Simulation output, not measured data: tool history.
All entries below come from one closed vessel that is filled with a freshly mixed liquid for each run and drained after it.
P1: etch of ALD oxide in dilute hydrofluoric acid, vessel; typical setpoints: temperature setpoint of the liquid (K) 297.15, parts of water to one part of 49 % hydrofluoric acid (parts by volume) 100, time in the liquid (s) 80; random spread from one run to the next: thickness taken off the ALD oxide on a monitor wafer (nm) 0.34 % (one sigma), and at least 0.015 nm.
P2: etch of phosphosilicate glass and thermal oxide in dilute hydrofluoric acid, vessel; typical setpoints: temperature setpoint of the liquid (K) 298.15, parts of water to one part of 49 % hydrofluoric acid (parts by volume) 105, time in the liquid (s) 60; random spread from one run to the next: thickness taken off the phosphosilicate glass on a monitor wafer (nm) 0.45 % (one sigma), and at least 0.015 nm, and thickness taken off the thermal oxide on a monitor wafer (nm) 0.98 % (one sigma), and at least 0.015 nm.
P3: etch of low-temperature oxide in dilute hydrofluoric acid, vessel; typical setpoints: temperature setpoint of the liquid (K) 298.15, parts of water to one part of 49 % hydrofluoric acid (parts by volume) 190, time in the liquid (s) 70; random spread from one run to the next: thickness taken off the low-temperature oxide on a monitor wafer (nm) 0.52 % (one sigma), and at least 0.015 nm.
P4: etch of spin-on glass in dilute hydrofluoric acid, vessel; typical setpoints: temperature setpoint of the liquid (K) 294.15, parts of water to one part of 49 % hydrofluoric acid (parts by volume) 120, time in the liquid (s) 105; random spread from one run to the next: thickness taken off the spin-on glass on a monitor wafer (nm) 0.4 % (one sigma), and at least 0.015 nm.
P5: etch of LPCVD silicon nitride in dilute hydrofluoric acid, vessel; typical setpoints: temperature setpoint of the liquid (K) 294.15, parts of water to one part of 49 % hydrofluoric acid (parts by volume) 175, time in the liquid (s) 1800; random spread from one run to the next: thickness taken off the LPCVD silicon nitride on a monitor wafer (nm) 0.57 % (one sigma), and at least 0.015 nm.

run	hour	process that ran	temperature setpoint of the liquid (K)	parts of water to one part of 49 % hydrofluoric acid (parts by volume)	time in the liquid (s)	hours since the thermometer was replaced	hours since the hydrofluoric acid flow meter was replaced	thickness taken off the ALD oxide on a monitor wafer (nm)	thickness taken off the low-temperature oxide on a monitor wafer (nm)	thickness taken off the LPCVD silicon nitride on a monitor wafer (nm)	thickness taken off the spin-on glass on a monitor wafer (nm)	thickness taken off the phosphosilicate glass on a monitor wafer (nm)	thickness taken off the thermal oxide on a monitor wafer (nm)
1	7.7	P1	297.15	100	80	1671.2	724.0	16.2490					
2	18.9	P1	304.65	100	160	1682.4	735.2	43.3420					
3	31.0	P1	297.15	100	30	1694.5	747.3	6.0922					
4	39.0	P3	298.15	190	130	1702.5	755.3		10.5670				
5	45.7	P5	294.15	310	1800	1709.2	762.0			2.2189			
6	57.6	P1	297.15	175	145	1721.1	773.9	15.4230					
7	65.0	P1	297.15	100	80	1728.5	781.3	16.2370					
8	77.7	P5	294.15	175	1800	1741.2	794.0			3.8359			
9	83.2	P4	294.15	120	105	1746.7	799.5				28.2860		
10	95.8	P1	297.15	100	80	1759.3	812.1	16.3110					
11	104.8	P4	294.15	185	105	1768.3	821.1				17.1080		
12	117.1	P1	301.15	100	30	1780.6	833.4	7.1567					
13	128.6	P3	298.15	35	70	1792.1	844.9		37.7300				
14	140.2	P3	298.15	190	70	1803.7	856.5		5.6526				
15	146.2	P2	298.15	105	60	1809.7	862.5					118.510	2.7909
16	154.7	P3	298.15	190	70	1818.2	871.0		5.6738				
17	162.9	P1	297.15	100	80	1826.4	879.2	16.2300					
18	172.5	P4	299.65	120	105	1836.0	888.8				35.2410		
19	180.3	P1	297.15	100	80	1843.8	896.6	16.2830					
20	188.7	P1	297.15	100	140	1852.2	905.0	28.4570					
21	199.1	P1	297.15	100	80	1862.6	915.4	16.1910					
22	205.6	P1	290.15	100	80	1869.1	921.9	12.1480					
23	213.6	P5	290.15	175	1800	1877.1	929.9			2.9225			
24	223.6	P1	297.15	100	80	1887.1	939.9	16.3220					
25	231.1	P5	294.15	175	1800	1894.6	947.4			3.8566			
26	236.9	P1	297.15	25	80	1900.4	953.2	71.8180					
27	245.0	P2	298.15	60	60	1908.5	961.3					223.540	5.0535
28	254.9	P3	291.15	190	70	1918.4	971.2		4.3807				
29	263.2	P2	298.15	105	30	1926.7	979.5					59.429	1.3862
30	275.6	P1	297.15	145	80	1939.1	991.9	10.5700					
31	284.3	P2	304.65	105	60	1947.8	1000.6					152.510	3.5894
32	296.5	P1	302.65	100	80	1960.0	1012.8	20.0480					
33	306.9	P4	294.15	120	30	1970.4	1023.2				8.0925		
34	315.9	P4	294.15	120	105	1979.4	1032.2				28.3560		
35	327.6	P5	294.15	175	3560	1991.1	1043.9			7.6261			
36	339.1	P2	298.15	105	60	2002.6	1055.4					119.980	2.7803
37	350.5	P1	297.15	100	80	2014.0	1066.8	16.2920					
38	360.5	P1	297.15	100	80	2024.0	1076.8	16.6890					

Predict the results of run 39:
39	372.2	P1	297.15	100	80	2035.7	1088.5	?					

thickness taken off the ALD oxide on a monitor wafer (nm): 17.0230
